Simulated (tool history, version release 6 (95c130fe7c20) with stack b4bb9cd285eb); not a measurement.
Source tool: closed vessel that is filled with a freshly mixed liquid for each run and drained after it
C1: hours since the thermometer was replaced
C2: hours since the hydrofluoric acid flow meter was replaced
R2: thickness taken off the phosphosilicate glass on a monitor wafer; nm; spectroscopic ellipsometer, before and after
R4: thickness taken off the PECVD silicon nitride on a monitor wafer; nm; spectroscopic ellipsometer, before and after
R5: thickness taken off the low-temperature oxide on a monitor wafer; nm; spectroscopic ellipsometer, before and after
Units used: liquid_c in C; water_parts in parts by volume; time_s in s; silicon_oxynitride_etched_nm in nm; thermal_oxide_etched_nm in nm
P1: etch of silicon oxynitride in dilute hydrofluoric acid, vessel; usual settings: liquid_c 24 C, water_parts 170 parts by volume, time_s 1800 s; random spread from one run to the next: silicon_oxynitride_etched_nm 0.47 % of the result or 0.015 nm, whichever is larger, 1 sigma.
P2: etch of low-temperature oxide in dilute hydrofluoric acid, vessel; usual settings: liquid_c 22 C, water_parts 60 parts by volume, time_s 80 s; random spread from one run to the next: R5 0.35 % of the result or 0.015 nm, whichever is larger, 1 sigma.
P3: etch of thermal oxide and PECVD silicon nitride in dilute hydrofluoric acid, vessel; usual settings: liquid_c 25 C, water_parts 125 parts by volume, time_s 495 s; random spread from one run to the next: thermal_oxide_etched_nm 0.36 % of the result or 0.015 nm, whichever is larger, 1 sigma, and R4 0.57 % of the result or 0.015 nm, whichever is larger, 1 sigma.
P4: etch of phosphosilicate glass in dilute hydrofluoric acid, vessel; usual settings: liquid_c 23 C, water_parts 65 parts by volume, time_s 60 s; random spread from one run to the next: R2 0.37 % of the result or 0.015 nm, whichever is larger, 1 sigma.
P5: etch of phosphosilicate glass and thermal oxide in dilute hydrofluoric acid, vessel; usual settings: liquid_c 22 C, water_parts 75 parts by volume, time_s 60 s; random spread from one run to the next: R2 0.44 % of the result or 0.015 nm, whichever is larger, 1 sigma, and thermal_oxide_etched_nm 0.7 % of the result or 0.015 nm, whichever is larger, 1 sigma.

Run 1, day 0.317: process P1, liquid_c 24 C, water_parts 170 parts by volume, time_s 1800 s; C1 1874.5; C2 796.5. Result: silicon_oxynitride_etched_nm 24.619 nm.
Run 2, day 0.758: process P5, liquid_c 17 C, water_parts 75 parts by volume, time_s 60 s; C1 1885.1; C2 807.1. Result: R2 89.37 nm, thermal_oxide_etched_nm 3.0453 nm.
Run 3, day 1.162: process P1, liquid_c 24 C, water_parts 170 parts by volume, time_s 1800 s; C1 1894.8; C2 816.8. Result: silicon_oxynitride_etched_nm 24.493 nm.
Run 4, day 1.438: process P4, liquid_c 23 C, water_parts 110 parts by volume, time_s 60 s; C1 1901.4; C2 823.4. Result: R2 67.835 nm.
Run 5, day 1.917: process P3, liquid_c 25 C, water_parts 35 parts by volume, time_s 495 s; C1 1912.9; C2 834.9. Result: thermal_oxide_etched_nm 75.702 nm, R4 67.81 nm.
Run 6, day 2.179: process P1, liquid_c 29 C, water_parts 170 parts by volume, time_s 765 s; C1 1919.2; C2 841.2. Result: silicon_oxynitride_etched_nm 13.016 nm.
Run 7, day 2.638: process P1, liquid_c 24 C, water_parts 170 parts by volume, time_s 1800 s; C1 1930.2; C2 852.2. Result: silicon_oxynitride_etched_nm 24.568 nm.
Run 8, day 3.058: process P3, liquid_c 25 C, water_parts 125 parts by volume, time_s 30 s; C1 1940.3; C2 862.3. Result: thermal_oxide_etched_nm 1.1195 nm, R4 1.1434 nm.
Run 9, day 3.396: process P4, liquid_c 23 C, water_parts 65 parts by volume, time_s 60 s; C1 1948.4; C2 870.4. Result: R2 120.45 nm.
Run 10, day 3.854: process P1, liquid_c 19 C, water_parts 170 parts by volume, time_s 1800 s; C1 1959.4; C2 881.4. Result: silicon_oxynitride_etched_nm 19.618 nm.
Run 11, day 4.238: process P4, liquid_c 23 C, water_parts 65 parts by volume, time_s 30 s; C1 1968.6; C2 890.6. Result: R2 59.974 nm.
Run 12, day 4.629: process P1, liquid_c 31 C, water_parts 235 parts by volume, time_s 1800 s; C1 1978; C2 900. Result: silicon_oxynitride_etched_nm 22.873 nm.
Run 13, day 5.042: process P5, liquid_c 22 C, water_parts 75 parts by volume, time_s 95 s; C1 1987.9; C2 909.9. Result: R2 175.01 nm, thermal_oxide_etched_nm 5.9532 nm.
Run 14, day 5.55: process P3, liquid_c 25 C, water_parts 125 parts by volume, time_s 495 s; C1 2000.1; C2 922.1. Result: thermal_oxide_etched_nm 18.935 nm, R4 19.306 nm.
Run 15, day 5.967: process P2, liquid_c 22 C, water_parts 25 parts by volume, time_s 80 s; C1 2010.1; C2 932.1. Result: R5 46.216 nm.
Run 16, day 6.4: process P2, liquid_c 22 C, water_parts 60 parts by volume, time_s 35 s; C1 2020.5; C2 942.5. Result: R5 8.0921 nm.
Run 17, day 6.667: process P5, liquid_c 22 C, water_parts 75 parts by volume, time_s 60 s; C1 2026.9; C2 948.9. Result: R2 111 nm, thermal_oxide_etched_nm 3.727 nm.
Run 18, day 7.021: process P1, liquid_c 24 C, water_parts 170 parts by volume, time_s 1800 s; C1 2035.4; C2 957.4. Result: silicon_oxynitride_etched_nm 24.547 nm.
Run 19, day 7.525: process P1, liquid_c 24 C, water_parts 170 parts by volume, time_s 560 s; C1 2047.5; C2 969.5. Result: silicon_oxynitride_etched_nm 7.6249 nm.
Run 20, day 8.058: process P1, liquid_c 24 C, water_parts 260 parts by volume, time_s 1800 s; C1 2060.3; C2 982.3. Result: silicon_oxynitride_etched_nm 15.122 nm.
Run 21, day 8.367: process P4, liquid_c 27.5 C, water_parts 65 parts by volume, time_s 60 s; C1 2067.7; C2 989.7. Result: R2 144.12 nm.
Run 22, day 8.8: process P1, liquid_c 24 C, water_parts 170 parts by volume, time_s 1800 s; C1 2078.1; C2 1000.1. Result: silicon_oxynitride_etched_nm 24.564 nm.
Run 23, day 9.104: process P1, liquid_c 28 C, water_parts 170 parts by volume, time_s 1800 s; C1 2085.4; C2 1007.4. Result: silicon_oxynitride_etched_nm 29.39 nm.
Run 24, day 9.583: process P3, liquid_c 25 C, water_parts 125 parts by volume, time_s 495 s; C1 2096.9; C2 1018.9. Result: thermal_oxide_etched_nm 18.759 nm, R4 19.21 nm.
Run 25, day 10: process P2, liquid_c 22 C, water_parts 60 parts by volume, time_s 80 s; C1 2106.9; C2 1028.9. Result: R5 18.483 nm.
Run 26, day 10.446: process P1, liquid_c 24 C, water_parts 170 parts by volume, time_s 3560 s; C1 2117.6; C2 1039.6. Result: silicon_oxynitride_etched_nm 48.54 nm.
Run 27, day 10.892: process P2, liquid_c 22 C, water_parts 60 parts by volume, time_s 80 s; C1 2128.3; C2 1050.3. Result: R5 18.527 nm.
Run 28, day 11.179: process P3, liquid_c 20 C, water_parts 125 parts by volume, time_s 495 s; C1 2135.2; C2 1057.2. Result: thermal_oxide_etched_nm 15.449 nm, R4 13.926 nm.
Run 29, day 11.621: process P2, liquid_c 28.5 C, water_parts 60 parts by volume, time_s 80 s; C1 2145.8; C2 1067.8. Result: R5 23.926 nm.
Run 30, day 12.088: process P1, liquid_c 24 C, water_parts 170 parts by volume, time_s 1800 s; C1 2157; C2 1079. Result: silicon_oxynitride_etched_nm 24.672 nm.
Run 31, day 12.508: process P1, liquid_c 24 C, water_parts 100 parts by volume, time_s 1800 s; C1 2167.1; C2 1089.1. Result: silicon_oxynitride_etched_nm 44.125 nm.
Run 32, day 12.8: process P5, liquid_c 22 C, water_parts 20 parts by volume, time_s 60 s; C1 2174.1; C2 1096.1. Result: R2 445.99 nm, thermal_oxide_etched_nm 14.827 nm.
Run 33, day 13.083: process P5, liquid_c 22 C, water_parts 75 parts by volume, time_s 60 s; C1 2180.9; C2 1102.9. Result: R2 110.65 nm, thermal_oxide_etched_nm 3.7563 nm.
Run 34, day 13.508: process P1, liquid_c 24 C, water_parts 170 parts by volume, time_s 1800 s; C1 2191.1; C2 1113.1. Result: silicon_oxynitride_etched_nm 24.722 nm.
Run 35, day 13.925: process P1, liquid_c 24 C, water_parts 170 parts by volume, time_s 1800 s; C1 2201.1; C2 1123.1. Result: silicon_oxynitride_etched_nm 23.625 nm.
Run 36, day 14.208: process P1, liquid_c 24 C, water_parts 170 parts by volume, time_s 1800 s; C1 2207.9; C2 1129.9. Result: silicon_oxynitride_etched_nm 23.256 nm.
Run 37, day 14.675: process P1, liquid_c 24 C, water_parts 170 parts by volume, time_s 1800 s; C1 2219.1; C2 1141.1. Result: silicon_oxynitride_etched_nm 22.64 nm.
Run 38, day 15.033: process P1, liquid_c 24 C, water_parts 170 parts by volume, time_s 1800 s; C1 2227.7; C2 1149.7. Result: silicon_oxynitride_etched_nm 22.405 nm.
Run 39, day 15.562: process P1, liquid_c 24 C, water_parts 170 parts by volume, time_s 1800 s; C1 2240.4; C2 1162.4. Result: silicon_oxynitride_etched_nm 22.45 nm.
Run 40, day 15.808: process P1, liquid_c 24 C, water_parts 170 parts by volume, time_s 1800 s; C1 2246.3; C2 1168.3. Result: silicon_oxynitride_etched_nm 22.144 nm.
Run 41, day 16.038: process P1, liquid_c 24 C, water_parts 170 parts by volume, time_s 1800 s; C1 2251.8; C2 1173.8. Result: silicon_oxynitride_etched_nm 22.118 nm.
Run 42, day 16.55: process P1, liquid_c 24 C, water_parts 170 parts by volume, time_s 1800 s; C1 2264.1; C2 1186.1. Result: silicon_oxynitride_etched_nm 22.307 nm.

What P1 gives has crept away from where it was. These 2 causes fit the log equally well, each at the size given:
A: hydrofluoric acid flow below the setpoint (%) = 9.12
B: liquid colder than its thermometer reads (K) = 2.37
The process output started creeping at around day 13.508.

The check runs listed below each take one wafer, and their results are still question marks. Under which run would the listed causes lead to clearly different results?
Run check 1, day 17.062: process P3, liquid_c 25 C, water_parts 125 parts by volume, time_s 495 s. Result: thermal_oxide_etched_nm ?, R4 ?.
Run check 2, day 17.062: process P5, liquid_c 22 C, water_parts 75 parts by volume, time_s 60 s. Result: R2 ?, thermal_oxide_etched_nm ?.
Run check 3, day 17.062: process P4, liquid_c 23 C, water_parts 65 parts by volume, time_s 60 s. Result: R2 ?.
Run check 4, day 17.062: process P2, liquid_c 22 C, water_parts 60 parts by volume, time_s 80 s. Result: R5 ?.

What every check run would give for each of its results, assuming each possible cause in turn:
  check                   result    if A    if B
check 1  thermal_oxide_etched_nm  16.855  17.166
check 1                       R4  17.672  16.645
check 2                       R2  99.671  100.32
check 2  thermal_oxide_etched_nm  3.3632  3.3852
check 3                       R2  108.78  109.39
check 4                       R5  16.634  16.697
Smallest distance between any two causes, each pair judged by its most separating result, in per cent: check 1 5.99 %; check 2 0.65 %; check 3 0.57 %; check 4 0.38 %
Only check 1 tells the causes apart: in the others they would give nearly the same result.

Check 1 has now been run. It gave: thermal_oxide_etched_nm 16.784 nm; R4 17.876 nm. Which of the candidate causes is it?

It was cause A: hydrofluoric acid flow below the setpoint (%).

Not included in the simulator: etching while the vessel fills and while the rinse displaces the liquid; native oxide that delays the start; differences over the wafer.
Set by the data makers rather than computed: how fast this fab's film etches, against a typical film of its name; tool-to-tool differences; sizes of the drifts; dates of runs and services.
